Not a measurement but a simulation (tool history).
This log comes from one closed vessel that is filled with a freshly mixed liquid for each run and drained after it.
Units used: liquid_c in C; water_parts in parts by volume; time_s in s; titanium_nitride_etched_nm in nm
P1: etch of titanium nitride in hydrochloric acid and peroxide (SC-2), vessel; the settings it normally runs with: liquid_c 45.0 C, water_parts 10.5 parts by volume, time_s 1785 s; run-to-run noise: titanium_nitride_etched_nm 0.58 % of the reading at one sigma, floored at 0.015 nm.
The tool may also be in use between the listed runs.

run	day	liquid_c	water_parts	time_s	hours since the thermometer was replaced	hours since the chemicals flow meter was replaced	hours since the drum of peroxide was connected	titanium_nitride_etched_nm
1	0.567	45.0	10.5	1785	412.6	849.1	157.9	56.5310
2	1.088	59.5	4.0	1785	425.1	861.6	170.4	307.6600
3	1.679	37.0	5.5	1785	439.3	875.8	184.6	54.1680
4	2.275	45.0	10.5	1785	453.6	890.1	198.9	57.1700
5	2.738	45.0	18.5	1785	464.7	901.2	210.0	34.5880
6	3.192	56.5	10.5	1785	475.6	912.1	220.9	122.2600
7	3.538	45.0	10.5	1785	483.9	920.4	229.2	56.5440
8	3.979	35.0	10.5	1785	494.5	931.0	239.8	27.8020
9	4.425	45.0	4.0	1785	505.2	941.7	250.5	116.9400
10	4.792	45.0	10.5	1785	514.0	950.5	259.3	56.4490
11	5.242	45.0	10.5	3410	524.8	961.3	270.1	108.7900
12	5.571	45.0	14.0	785	532.7	969.2	278.0	19.4180
13	6.133	45.0	10.5	1785	546.2	982.7	291.5	56.9650
14	6.471	45.0	10.5	1785	554.3	990.8	299.6	56.4650
15	6.762	45.0	10.5	145	561.3	997.8	306.6	4.6886
16	7.125	45.0	10.5	1785	570.0	1006.5	315.3	56.6220
17	7.729	45.0	10.5	1785	584.5	1021.0	329.8	58.4200
18	8.083	45.0	10.5	1785	593.0	1029.5	338.3	59.5930
19	8.525	45.0	10.5	1785	603.6	1040.1	348.9	60.4040
20	8.962	45.0	10.5	1785	614.1	1050.6	359.4	60.3750
21	9.529	45.0	10.5	1785	627.7	1064.2	373.0	61.0960
22	10.088	45.0	10.5	1785	641.1	1077.6	386.4	61.4050
23	10.521	45.0	10.5	1785	651.5	1088.0	396.8	61.4390
24	11.108	45.0	10.5	1785	665.6	1102.1	410.9	61.3770

Estimate the outcome of run 25 from the log above:
25	11.508	45.0	10.5	1785	675.2	1111.7	420.5	?

Run 25 yielded titanium_nitride_etched_nm 62.4620 nm.
